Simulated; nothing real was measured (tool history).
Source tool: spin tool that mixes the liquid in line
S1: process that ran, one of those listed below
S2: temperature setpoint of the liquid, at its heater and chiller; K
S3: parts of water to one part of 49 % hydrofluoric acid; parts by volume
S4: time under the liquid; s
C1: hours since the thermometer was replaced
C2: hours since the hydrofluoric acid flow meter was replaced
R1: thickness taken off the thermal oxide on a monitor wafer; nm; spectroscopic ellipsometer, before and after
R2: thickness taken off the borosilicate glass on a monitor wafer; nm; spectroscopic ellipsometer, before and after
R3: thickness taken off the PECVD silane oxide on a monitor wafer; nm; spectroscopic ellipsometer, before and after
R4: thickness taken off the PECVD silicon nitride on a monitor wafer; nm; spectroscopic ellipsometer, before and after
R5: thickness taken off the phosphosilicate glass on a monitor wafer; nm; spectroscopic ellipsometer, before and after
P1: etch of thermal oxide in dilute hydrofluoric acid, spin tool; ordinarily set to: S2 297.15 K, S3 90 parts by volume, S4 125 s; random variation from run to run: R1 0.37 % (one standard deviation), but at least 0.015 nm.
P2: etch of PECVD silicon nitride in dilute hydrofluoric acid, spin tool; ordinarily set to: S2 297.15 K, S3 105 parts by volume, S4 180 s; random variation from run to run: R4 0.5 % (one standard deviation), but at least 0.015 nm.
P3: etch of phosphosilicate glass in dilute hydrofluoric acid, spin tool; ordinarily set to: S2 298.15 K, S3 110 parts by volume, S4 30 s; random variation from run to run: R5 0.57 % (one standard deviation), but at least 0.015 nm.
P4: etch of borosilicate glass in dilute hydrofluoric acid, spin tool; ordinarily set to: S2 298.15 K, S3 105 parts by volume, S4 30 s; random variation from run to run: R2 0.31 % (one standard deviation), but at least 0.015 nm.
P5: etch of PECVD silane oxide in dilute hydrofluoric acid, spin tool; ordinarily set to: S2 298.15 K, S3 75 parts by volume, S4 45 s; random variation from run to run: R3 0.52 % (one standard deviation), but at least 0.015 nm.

run,day,S1,S2,S3,S4,C1,C2,R1,R2,R3,R4,R5
1,0.188,P1,297.15,90,125,314.9,1160.6,6.5703,,,,
2,0.312,P4,298.15,105,15,317.9,1163.6,,6.2259,,,
3,0.558,P4,298.15,35,30,323.8,1169.5,,41.0730,,,
4,0.829,P5,298.15,125,45,330.3,1176.0,,,8.1004,,
5,0.992,P1,302.15,40,125,334.2,1179.9,19.3480,,,,
6,1.200,P1,297.15,90,125,339.2,1184.9,6.6438,,,,
7,1.467,P1,290.15,90,125,345.6,1191.3,4.9367,,,,
8,1.654,P1,297.15,90,125,350.1,1195.8,6.5381,,,,
9,1.854,P1,297.15,90,25,354.9,1200.6,1.3221,,,,
10,2.038,P4,298.15,105,30,359.3,1205.0,,12.4480,,,
11,2.204,P5,303.15,75,45,363.3,1209.0,,,17.5040,,
12,2.379,P2,297.15,50,180,367.5,1213.2,,,,9.1164,
13,2.621,P1,297.15,35,125,373.3,1219.0,18.3360,,,,
14,2.804,P3,298.15,190,30,377.7,1223.4,,,,,21.296
15,3.004,P3,298.15,110,15,382.5,1228.2,,,,,20.392
16,3.233,P1,297.15,90,185,388.0,1233.7,9.6958,,,,
17,3.412,P1,304.65,45,125,392.3,1238.0,18.9660,,,,
18,3.625,P4,293.15,105,30,397.4,1243.1,,10.2820,,,
19,3.812,P2,297.15,105,85,401.9,1247.6,,,,2.0782,
20,4.033,P2,293.15,105,180,407.2,1252.9,,,,3.3558,
21,4.296,P5,298.15,75,45,413.5,1259.2,,,14.1490,,
22,4.454,P5,298.15,75,80,417.3,1263.0,,,25.4510,,
23,4.588,P2,297.15,105,180,420.5,1266.2,,,,4.3501,
24,4.742,P1,301.65,90,125,424.2,1269.9,7.9061,,,,
25,4.929,P5,298.15,75,45,428.7,1274.4,,,14.3000,,
26,5.100,P1,297.15,130,125,432.8,1278.5,4.3143,,,,
27,5.354,P3,298.15,110,30,438.9,1284.6,,,,,40.724
28,5.542,P4,298.15,105,30,443.4,1289.1,,12.5120,,,
29,5.704,P1,297.15,90,125,447.3,1293.0,6.5528,,,,
30,5.850,P1,297.15,90,125,450.8,1296.5,6.6198,,,,
31,6.133,P3,290.15,110,30,457.6,1303.3,,,,,28.970
32,6.308,P1,297.15,90,125,461.8,1307.5,6.6177,,,,
33,6.500,P3,298.15,110,30,466.4,1312.1,,,,,40.465
34,6.662,P1,297.15,90,125,470.3,1316.0,6.6051,,,,
35,6.888,P1,297.15,90,125,475.7,1321.4,6.4065,,,,
36,7.171,P1,297.15,90,125,482.5,1328.2,6.3070,,,,
37,7.425,P1,297.15,90,125,488.6,1334.3,6.2913,,,,
38,7.662,P1,297.15,90,125,494.3,1340.0,6.2167,,,,
39,7.938,P1,297.15,90,125,500.9,1346.6,6.2439,,,,
40,8.204,P1,297.15,90,125,507.3,1353.0,6.1986,,,,
41,8.412,P1,297.15,90,125,512.3,1358.0,6.1662,,,,
42,8.679,P1,297.15,90,125,518.7,1364.4,6.1546,,,,

P1 no longer gives what it gave before; its output has crept away from where it was. The following 2 causes, each at its listed size, fit the log equally well:
A: liquid colder than its thermometer reads (K) = 1.58
B: hydrofluoric acid flow below the setpoint (%) = 5.54
The creep began at about day 6.662.

Listed below are the offered check runs, one wafer per run, with question marks in place of results. For which of them would the causes give clearly different outcomes?
check 1,8.946,P4,298.15,45,30,,,,?,,,
check 2,8.946,P5,298.15,120,75,,,,,?,,
check 3,8.946,P2,297.15,65,105,,,,,,?,
check 4,8.946,P3,291.65,110,15,,,,,,,?

How each check would come out, cause by cause:
check,result,if A,if B
check 1,R2,29.5410,29.6760
check 2,R3,13.2570,13.2040
check 3,R4,3.6672,3.8569
check 4,R5,14.565,14.595
Per check, the gap between the least separated pair of causes, taken in the result that splits them most: check 1 0.46 %; check 2 0.4 %; check 3 5.04 %; check 4 0.2 %
The causes can be told apart only by check 3. The other checks would give nearly the same results under each of them.

Running check 3 produced the following: R4 3.8982 nm. Which one of the listed causes fits?

B is the cause: hydrofluoric acid flow below the setpoint (%).
